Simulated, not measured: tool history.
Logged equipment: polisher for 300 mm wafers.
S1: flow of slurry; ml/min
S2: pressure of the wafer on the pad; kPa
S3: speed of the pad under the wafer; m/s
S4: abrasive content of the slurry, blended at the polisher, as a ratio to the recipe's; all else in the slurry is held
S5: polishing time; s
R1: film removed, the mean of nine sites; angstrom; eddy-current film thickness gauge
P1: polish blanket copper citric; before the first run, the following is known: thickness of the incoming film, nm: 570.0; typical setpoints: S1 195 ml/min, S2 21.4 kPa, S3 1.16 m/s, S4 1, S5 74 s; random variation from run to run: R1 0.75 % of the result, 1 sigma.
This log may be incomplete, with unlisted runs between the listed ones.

run	day	S1	S2	S3	S4	S5	R1
1	0.292	195	21.4	1.16	1	74	2357.5
2	0.562	280	21.4	1.16	0.7	74	2277.2
3	0.775	195	21.4	1.16	1	74	2359.7
4	0.921	195	21.4	1.16	0.5	74	2022.8
# day 1.075: slurry nozzle cleaned
5	1.133	195	33.8	1.16	1	74	3649.1
6	1.354	195	21.4	1.16	1	33	1054.2
7	1.633	195	21.4	1.78	1	74	3621.7
8	1.862	115	21.4	1.16	1	74	2134
9	2.15	195	21.4	0.8	1	101	2216.3
10	2.317	195	21.4	1.16	1.2	74	2434.3
11	2.529	265	21.4	1.16	1	74	2446.2
12	2.829	195	21.4	1.16	1	74	2337.9
13	3.104	195	21.4	1.16	1	74	2333.2
14	3.396	195	21.4	1.16	1	74	2324.6
15	3.679	195	12.4	1.16	1	74	1383.4
16	3.946	195	21.4	1.16	1	74	2373
17	4.117	195	21.4	0.58	1	74	1201.8
18	4.392	195	21.4	1.16	1	106	3361.8
19	4.642	195	21.4	1.16	1	74	2354.2
20	4.825	195	21.4	1.16	1	74	2299.2
21	5.046	195	21.4	1.16	1	74	2244.5
22	5.35	195	21.4	1.16	1	74	2255
# day 5.475: worn pad replaced by a new one
23	5.517	195	21.4	1.16	1	74	2216.2
# day 5.575: head pressure recalibrated
24	5.683	195	21.4	1.16	1	74	2209.8
25	5.958	195	21.4	1.16	1	74	2200.7
26	6.254	195	21.4	1.16	1	74	2210.5
27	6.479	195	21.4	1.16	1	74	2176.6
28	6.754	195	21.4	1.16	1	74	2244.3

P1 has crept away from where it was. The log is fitted equally well by each of these 2 causes, at the sizes shown:
A: slurry flow missing at the pad, % = 32.7
B: abrasive missing from the slurry, % = 26.4
Onset of the creep was near day 4.642.
Every other cause this tool's parts could produce, and why it does not fit the log:
removal rate lost through wear of the pad, %: serviced at day 5.475, after the change had begun; the process did not return to its earlier output
head's pressure below its setpoint, %: serviced at day 5.575, after the change had begun; the process did not return to its earlier output

Which of the 4 check runs listed below, each an average over 5 wafers with its results shown as question marks, gives clearly different results under the different listed causes?
check 1	7.029	195	21.4	1.16	0.65	74	?
check 2	7.029	195	21.4	1.16	1	38	?
check 3	7.029	195	21.4	0.6	0.55	74	?
check 4	7.029	130	21.4	1.16	1	74	?

Predicted outcomes, by check and by cause:
check	result	if A	if B
check 1	R1	2008.9	2016
check 2	R1	1128.7	1128.7
check 3	R1	1023.7	1028.7
check 4	R1	1998.5	2056.9
Minimum pairwise separation of causes per check, each pair taken at its best-separating result: check 1 0.35 %; check 2 0 %; check 3 0.49 %; check 4 2.88 %
Of the check runs offered, only check 4 discriminates between the causes; the rest would read about the same regardless of which cause applies.

Check 4 was then run and gave: R1 2052.4 angstrom. Which cause is it?

The cause is B: abrasive missing from the slurry, %.
